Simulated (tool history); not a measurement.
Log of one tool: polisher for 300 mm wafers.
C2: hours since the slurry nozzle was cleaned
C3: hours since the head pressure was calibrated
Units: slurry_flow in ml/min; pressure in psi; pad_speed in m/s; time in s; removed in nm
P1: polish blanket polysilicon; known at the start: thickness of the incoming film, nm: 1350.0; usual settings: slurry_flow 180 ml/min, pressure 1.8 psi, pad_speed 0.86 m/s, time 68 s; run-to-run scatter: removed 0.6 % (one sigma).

Run 1, hour 17.6: slurry_flow 180 ml/min, pressure 1.8 psi, pad_speed 0.86 m/s, time 68 s; wafers polished on this pad 562; C2 399.6; C3 228.6. Result: removed 280.65 nm.
Run 2, hour 28.8: slurry_flow 180 ml/min, pressure 1.8 psi, pad_speed 0.86 m/s, time 97 s; wafers polished on this pad 646; C2 410.8; C3 239.8. Result: removed 404.79 nm.
Run 3, hour 39.2: slurry_flow 180 ml/min, pressure 2.2 psi, pad_speed 0.86 m/s, time 68 s; wafers polished on this pad 723; C2 421.2; C3 250.2. Result: removed 346.33 nm.
Run 4, hour 49.8: slurry_flow 180 ml/min, pressure 1.8 psi, pad_speed 0.86 m/s, time 68 s; wafers polished on this pad 803; C2 431.8; C3 260.8. Result: removed 283 nm.
Run 5, hour 68.1: slurry_flow 180 ml/min, pressure 0.8 psi, pad_speed 0.86 m/s, time 68 s; wafers polished on this pad 939; C2 450.1; C3 279.1. Result: removed 126.33 nm.
Run 6, hour 83.4: slurry_flow 180 ml/min, pressure 1.8 psi, pad_speed 0.48 m/s, time 68 s; wafers polished on this pad 1053; C2 465.4; C3 294.4. Result: removed 156.1 nm.
Run 7, hour 92: slurry_flow 180 ml/min, pressure 1.8 psi, pad_speed 0.86 m/s, time 68 s; wafers polished on this pad 1117; C2 474; C3 303. Result: removed 284.75 nm.
Run 8, hour 102.1: slurry_flow 180 ml/min, pressure 1.8 psi, pad_speed 1.26 m/s, time 68 s; wafers polished on this pad 1193; C2 484.1; C3 313.1. Result: removed 415.87 nm.
Run 9, hour 120.6: slurry_flow 180 ml/min, pressure 1.8 psi, pad_speed 0.86 m/s, time 68 s; wafers polished on this pad 1331; C2 502.6; C3 331.6. Result: removed 285.55 nm.
Run 10, hour 131.6: slurry_flow 180 ml/min, pressure 1.8 psi, pad_speed 0.86 m/s, time 68 s; wafers polished on this pad 1413; C2 513.6; C3 342.6. Result: removed 285.25 nm.
Run 11, hour 142.1: slurry_flow 180 ml/min, pressure 1.8 psi, pad_speed 0.86 m/s, time 68 s; wafers polished on this pad 1491; C2 524.1; C3 353.1. Result: removed 280.92 nm.
Run 12, hour 157.6: slurry_flow 180 ml/min, pressure 2.6 psi, pad_speed 1.34 m/s, time 68 s; wafers polished on this pad 1607; C2 539.6; C3 368.6. Result: removed 637.68 nm.
Run 13, hour 173.5: slurry_flow 290 ml/min, pressure 1.8 psi, pad_speed 0.86 m/s, time 68 s; wafers polished on this pad 1725; C2 555.5; C3 384.5. Result: removed 296.83 nm.
Run 14, hour 183: slurry_flow 110 ml/min, pressure 1.8 psi, pad_speed 0.86 m/s, time 68 s; wafers polished on this pad 1796; C2 565; C3 394. Result: removed 258.91 nm.
Run 15, hour 197.8: slurry_flow 180 ml/min, pressure 1.8 psi, pad_speed 0.86 m/s, time 68 s; wafers polished on this pad 1907; C2 579.8; C3 408.8. Result: removed 283.34 nm.
Run 16, hour 214.2: slurry_flow 180 ml/min, pressure 1.8 psi, pad_speed 0.86 m/s, time 42 s; wafers polished on this pad 2029; C2 596.2; C3 425.2. Result: removed 175.01 nm.
Run 17, hour 224.4: slurry_flow 180 ml/min, pressure 1.8 psi, pad_speed 0.86 m/s, time 68 s; wafers polished on this pad 2105; C2 606.4; C3 435.4. Result: removed 285.31 nm.
Run 18, hour 235.6: slurry_flow 180 ml/min, pressure 1.8 psi, pad_speed 0.86 m/s, time 68 s; wafers polished on this pad 2189; C2 617.6; C3 446.6. Result: removed 279.04 nm.
Run 19, hour 247.2: slurry_flow 180 ml/min, pressure 1.8 psi, pad_speed 0.86 m/s, time 68 s; wafers polished on this pad 2275; C2 629.2; C3 458.2. Result: removed 276.11 nm.

Forecast run 20:
Run 20, hour 258.9: slurry_flow 180 ml/min, pressure 1.8 psi, pad_speed 0.86 m/s, time 68 s; wafers polished on this pad 2362; C2 640.9; C3 469.9. Result: removed ?.

removed: 270.43 nm

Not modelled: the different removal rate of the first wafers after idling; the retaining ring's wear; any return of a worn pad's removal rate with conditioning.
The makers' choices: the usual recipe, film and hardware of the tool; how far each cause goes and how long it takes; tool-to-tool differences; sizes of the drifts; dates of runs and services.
